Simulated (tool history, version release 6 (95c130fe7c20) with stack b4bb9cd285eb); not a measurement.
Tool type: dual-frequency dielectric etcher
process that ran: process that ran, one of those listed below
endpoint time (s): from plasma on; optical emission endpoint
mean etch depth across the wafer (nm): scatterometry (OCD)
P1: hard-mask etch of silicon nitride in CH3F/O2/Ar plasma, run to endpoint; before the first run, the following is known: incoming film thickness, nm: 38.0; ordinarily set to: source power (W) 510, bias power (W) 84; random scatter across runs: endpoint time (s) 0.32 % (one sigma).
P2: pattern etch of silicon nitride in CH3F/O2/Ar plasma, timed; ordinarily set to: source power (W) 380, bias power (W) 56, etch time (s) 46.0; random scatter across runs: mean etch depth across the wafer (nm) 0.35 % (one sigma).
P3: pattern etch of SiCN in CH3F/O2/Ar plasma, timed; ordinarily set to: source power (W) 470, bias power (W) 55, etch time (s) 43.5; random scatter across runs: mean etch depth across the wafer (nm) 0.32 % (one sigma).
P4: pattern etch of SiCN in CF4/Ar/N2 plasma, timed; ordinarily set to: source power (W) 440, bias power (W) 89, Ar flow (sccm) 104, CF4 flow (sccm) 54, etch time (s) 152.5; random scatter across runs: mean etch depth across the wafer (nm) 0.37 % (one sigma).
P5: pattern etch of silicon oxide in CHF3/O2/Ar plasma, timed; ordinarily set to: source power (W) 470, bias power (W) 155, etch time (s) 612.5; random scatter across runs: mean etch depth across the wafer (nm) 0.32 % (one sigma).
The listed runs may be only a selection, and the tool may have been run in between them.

run,hour,process that ran,source power (W),bias power (W),Ar flow (sccm),CF4 flow (sccm),etch time (s),hours since the last wet clean,hours since the last source power generator calibration,hours since the last bias power generator calibration,endpoint time (s),mean etch depth across the wafer (nm)
1,12.2,P1,510,84,,,,104.8,2274.2,575.4,46.739,
2,27.1,P4,440,89,104,54,152.5,119.7,2289.1,590.3,,136.640
3,40.2,P1,680,103,,,,132.8,2302.2,603.4,39.240,
4,51.2,P4,440,89,140,54,152.5,143.8,2313.2,614.4,,132.180
5,60.0,P4,440,62,104,54,152.5,152.6,2322.0,623.2,,119.940
6,71.0,P5,470,155,,,901.0,163.6,2333.0,634.2,,1547.900
7,83.9,P5,470,155,,,612.5,176.5,2345.9,647.1,,1051.600
8,96.4,P2,540,56,,,46.0,189.0,2358.4,659.6,,32.620
9,108.6,P1,620,84,,,,201.2,2370.6,671.8,43.384,
10,116.5,P1,510,55,,,,209.1,2378.5,679.7,54.208,
11,127.7,P1,510,101,,,,220.3,2389.7,690.9,44.046,
12,137.9,P1,510,84,,,,230.5,2399.9,701.1,46.619,
# hour 140.0: wet clean of the chamber
13,146.6,P2,380,56,,,25.5,6.7,2408.6,709.8,,15.768
14,159.9,P2,380,56,,,46.0,20.0,2421.9,723.1,,28.234
15,174.5,P1,370,84,,,,34.6,2436.5,737.7,52.590,
16,190.1,P3,470,55,,,61.0,50.2,2452.1,753.3,,21.885
17,198.3,P2,380,56,,,46.0,58.4,2460.3,761.5,,28.395
18,210.2,P2,380,33,,,46.0,70.3,2472.2,773.4,,24.225
19,222.5,P3,470,55,,,43.5,82.6,2484.5,785.7,,15.625
20,233.5,P3,470,55,,,43.5,93.6,2495.5,796.7,,15.504
21,246.7,P4,440,89,104,42,152.5,106.8,2508.7,809.9,,131.850
22,257.8,P4,570,89,104,54,152.5,117.9,2519.8,821.0,,173.410
23,269.3,P1,510,84,,,,129.4,2531.3,832.5,46.896,
24,278.7,P3,470,69,,,43.5,138.8,2540.7,841.9,,16.862
25,287.5,P4,440,89,104,54,95.0,147.6,2549.5,850.7,,85.775
26,298.0,P3,660,55,,,43.5,158.1,2560.0,861.2,,17.845
27,313.4,P1,510,84,,,,173.5,2575.4,876.6,46.623,
28,326.7,P5,340,155,,,612.5,186.8,2588.7,889.9,,929.370
29,338.1,P5,470,199,,,612.5,198.2,2600.1,901.3,,1142.600
30,353.2,P1,510,84,,,,213.3,2615.2,916.4,46.687,
31,367.9,P1,510,84,,,,228.0,2629.9,931.1,46.677,
32,377.8,P1,510,84,,,,237.9,2639.8,941.0,47.036,
33,387.5,P1,510,84,,,,247.6,2649.5,950.7,47.441,
34,394.9,P1,510,84,,,,255.0,2656.9,958.1,47.212,
35,404.2,P1,510,84,,,,264.3,2666.2,967.4,47.336,
# hour 414.7: wet clean of the chamber
36,416.2,P1,510,84,,,,1.6,2678.2,979.4,47.698,
37,427.9,P1,510,84,,,,13.3,2689.9,991.1,47.527,
38,440.8,P1,510,84,,,,26.2,2702.8,1004.0,47.483,
39,451.4,P1,510,84,,,,36.8,2713.4,1014.6,47.443,
40,459.4,P1,510,84,,,,44.8,2721.4,1022.6,47.592,
41,475.2,P1,510,84,,,,60.6,2737.2,1038.4,47.609,
42,487.0,P1,510,84,,,,72.4,2749.0,1050.2,47.854,

What P1 gives has crept off from where it sat before. The 2 causes that follow fit the log equally well, each at the size noted:
A: bias power that arrives under what is set, % = 4.5
B: source power that arrives under what is set, % = 4.13
The onset of the drift is placed at about hour 367.9.
Other possible causes, and why each is ruled out:
chamber walls in a state that lowers the etch rate, %: serviced at hour 414.7, which brought nothing back

4 check runs are offered, each on 2 wafers whose results are averaged, their results left as question marks. Which one tells the causes apart?
check 1,498.8,P5,380,155,,,612.5,,,,,?
check 2,498.8,P4,440,73,104,54,152.5,,,,,?
check 3,498.8,P3,540,55,,,58.0,,,,,?
check 4,498.8,P2,480,35,,,46.0,,,,,?

Expected result of each check under each candidate cause:
check,result,if A,if B
check 1,mean etch depth across the wafer (nm),956.510,955.860
check 2,mean etch depth across the wafer (nm),125.550,123.060
check 3,mean etch depth across the wafer (nm),21.658,21.626
check 4,mean etch depth across the wafer (nm),26.633,26.516
Per-check spread between the two closest causes, in the result where they differ most: check 1 0.07 %; check 2 2.01 %; check 3 0.15 %; check 4 0.44 %
Check 2 tells the causes apart: in the others they would give nearly the same result.

After running check 2, the following was obtained: mean etch depth across the wafer (nm) 125.250. Which cause does this point to?

The correct cause is A, namely: bias power that arrives under what is set, %.

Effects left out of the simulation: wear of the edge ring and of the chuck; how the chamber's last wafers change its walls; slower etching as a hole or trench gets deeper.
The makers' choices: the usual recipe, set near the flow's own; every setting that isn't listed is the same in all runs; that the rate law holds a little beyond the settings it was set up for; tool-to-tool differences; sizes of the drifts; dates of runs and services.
